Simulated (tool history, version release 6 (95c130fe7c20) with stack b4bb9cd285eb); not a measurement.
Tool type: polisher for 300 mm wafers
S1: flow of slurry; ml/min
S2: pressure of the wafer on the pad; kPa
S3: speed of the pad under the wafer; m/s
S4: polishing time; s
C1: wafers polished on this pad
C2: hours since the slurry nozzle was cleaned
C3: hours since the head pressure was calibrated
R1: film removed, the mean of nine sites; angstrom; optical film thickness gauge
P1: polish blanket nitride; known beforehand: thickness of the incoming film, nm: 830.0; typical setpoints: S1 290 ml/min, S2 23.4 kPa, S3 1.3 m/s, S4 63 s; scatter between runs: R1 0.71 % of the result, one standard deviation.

run   hour   S1    S2    S3  S4    C1     C2     C3      R1
  1   12.4  290  23.4   1.3  63   650  191.5  452.9  1082.2
  2   22.8  290  23.4   1.3  63   774  201.9  463.3  1069.3
  3   34.4  290  23.4  1.94  63   912  213.5  474.9  1476.7
  4   45.7  420  23.4   1.3  63  1047  224.8  486.2  1120.4
  5   62.9  355  23.4   1.9  63  1252    242  503.4  1506.2
  6   74.6  290  34.5   1.3  63  1392  253.7  515.1  1575.3
      80.1  -- head pressure recalibrated
  7   83.6  290  23.4   1.3  99  1500  262.7    3.6  1686.9
  8   95.7  290  23.4   1.3  63  1644  274.8   15.7  1059.9
  9  111.6  290  23.4   1.3  63  1834  290.7   31.6  1075.2
 10  124.5  290  10.3   1.3  63  1988  303.6   44.5  481.89
     127.9  -- slurry nozzle cleaned
 11  139.1  290  23.4   1.3  36  2162   11.2   59.1  615.16
 12  156.7  175  23.4   1.3  63  2372   28.8   76.7  1017.4
 13  171.2  290  23.4  0.58  63  2545   43.3   91.2  566.89
 14  186.7  290  23.4   1.3  63  2730   58.8  106.7  1081.4
 15    199  290  23.4   1.3  63  2877   71.1    119  1064.1
 16  214.1  290  23.4   1.3  63  3057   86.2  134.1  1040.8
 17  222.8  290  23.4   1.3  63  3161   94.9  142.8  1050.7

For run 18, what comes out?
 18  233.8  290  23.4  1.3  63  3293  105.9  153.8   ?

Run 18 measured R1 1041.8 angstrom.
